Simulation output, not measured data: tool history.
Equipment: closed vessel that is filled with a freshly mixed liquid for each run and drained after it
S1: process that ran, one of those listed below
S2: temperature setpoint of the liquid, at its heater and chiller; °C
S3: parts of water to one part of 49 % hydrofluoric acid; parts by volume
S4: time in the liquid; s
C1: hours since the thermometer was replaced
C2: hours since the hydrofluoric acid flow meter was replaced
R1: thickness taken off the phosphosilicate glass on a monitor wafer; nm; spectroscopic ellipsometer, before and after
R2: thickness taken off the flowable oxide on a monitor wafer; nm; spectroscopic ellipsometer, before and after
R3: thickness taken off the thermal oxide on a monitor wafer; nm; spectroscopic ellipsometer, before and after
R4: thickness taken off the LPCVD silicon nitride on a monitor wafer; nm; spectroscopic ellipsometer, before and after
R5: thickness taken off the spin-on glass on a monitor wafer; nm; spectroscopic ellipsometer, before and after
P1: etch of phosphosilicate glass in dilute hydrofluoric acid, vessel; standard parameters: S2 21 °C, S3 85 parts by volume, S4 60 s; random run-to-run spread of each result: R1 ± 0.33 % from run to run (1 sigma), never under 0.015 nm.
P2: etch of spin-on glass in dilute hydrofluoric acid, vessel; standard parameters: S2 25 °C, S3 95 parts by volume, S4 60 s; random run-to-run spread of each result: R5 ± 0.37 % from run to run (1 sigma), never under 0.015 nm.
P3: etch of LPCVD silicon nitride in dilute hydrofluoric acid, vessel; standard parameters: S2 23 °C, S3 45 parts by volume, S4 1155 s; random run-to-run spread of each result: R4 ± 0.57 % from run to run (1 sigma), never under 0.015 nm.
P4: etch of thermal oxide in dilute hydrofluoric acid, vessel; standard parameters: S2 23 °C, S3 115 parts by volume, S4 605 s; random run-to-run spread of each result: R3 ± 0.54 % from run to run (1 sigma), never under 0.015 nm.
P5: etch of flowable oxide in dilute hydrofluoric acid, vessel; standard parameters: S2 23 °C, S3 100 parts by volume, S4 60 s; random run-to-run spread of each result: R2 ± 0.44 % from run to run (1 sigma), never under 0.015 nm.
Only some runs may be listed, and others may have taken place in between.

run   hour  S1  S2   S3    S4      C1     C2      R1      R2      R3      R4      R5
  1   12.8  P1  21   85    60  1700.5  427.6  128.37
  2   19.9  P1  21   85    60  1707.6  434.7  127.81
  3   26.4  P5  23  100    60  1714.1  441.2          40.384
  4   32.5  P4  17  115   605  1720.2  447.3                  17.786
  5   40.6  P3  23   45   310  1728.3  455.4                          3.1677
  6   51.5  P5  23   55    60  1739.2  466.3          77.796
  7   59.1  P3  23   45  1155  1746.8  473.9                          11.607
  8     65  P4  23  115   335  1752.7  479.8                  12.465
  9     74  P3  23   25  1155  1761.7  488.8                          20.533
 10   79.7  P4  23  115   605  1767.4  494.5                  22.944
      84.2  -- hydrofluoric acid flow meter replaced
 11   90.3  P1  21   85    60    1778    6.1  127.99
 12    103  P1  21   85    30  1790.7   18.8  63.938
 13  111.8  P2  25  150    60  1799.5   27.6                                  13.577
 14  118.9  P1  21   30    60  1806.6   34.7   388.6
 15  131.3  P4  23  115   605    1819   47.1                  22.687
 16  141.9  P2  25   95   115  1829.6   57.7                                  43.756
 17  149.9  P1  17   85    30  1837.6   65.7  54.112
 18  158.6  P5  23  100    30  1846.3   74.4          20.344
 19  167.2  P2  25   95    60  1854.9     83                                  22.881
 20  179.8  P1  21  130    60  1867.5   95.6  79.477
 21  189.4  P1  21   85    60  1877.1  105.2  127.52
 22  200.5  P4  23  195   605  1888.2  116.3                  12.279
 23  212.5  P3  23   45  1155  1900.2  128.3                          11.562
 24  219.3  P1  21   85    60    1907  135.1  127.62
 25  229.6  P1  21   85    60  1917.3  145.4   128.5
 26  239.4  P3  17   45  1155  1927.1  155.2                          7.6802
 27  251.9  P5  31  100    60  1939.6  167.7          55.489
 28  259.3  P1  21   85   115    1947  175.1  243.47

Estimate the outcome of run 29 from the log above:
 29  272.2  P1  29  85  60  1959.9  188   ?

R1: 175.9 nm
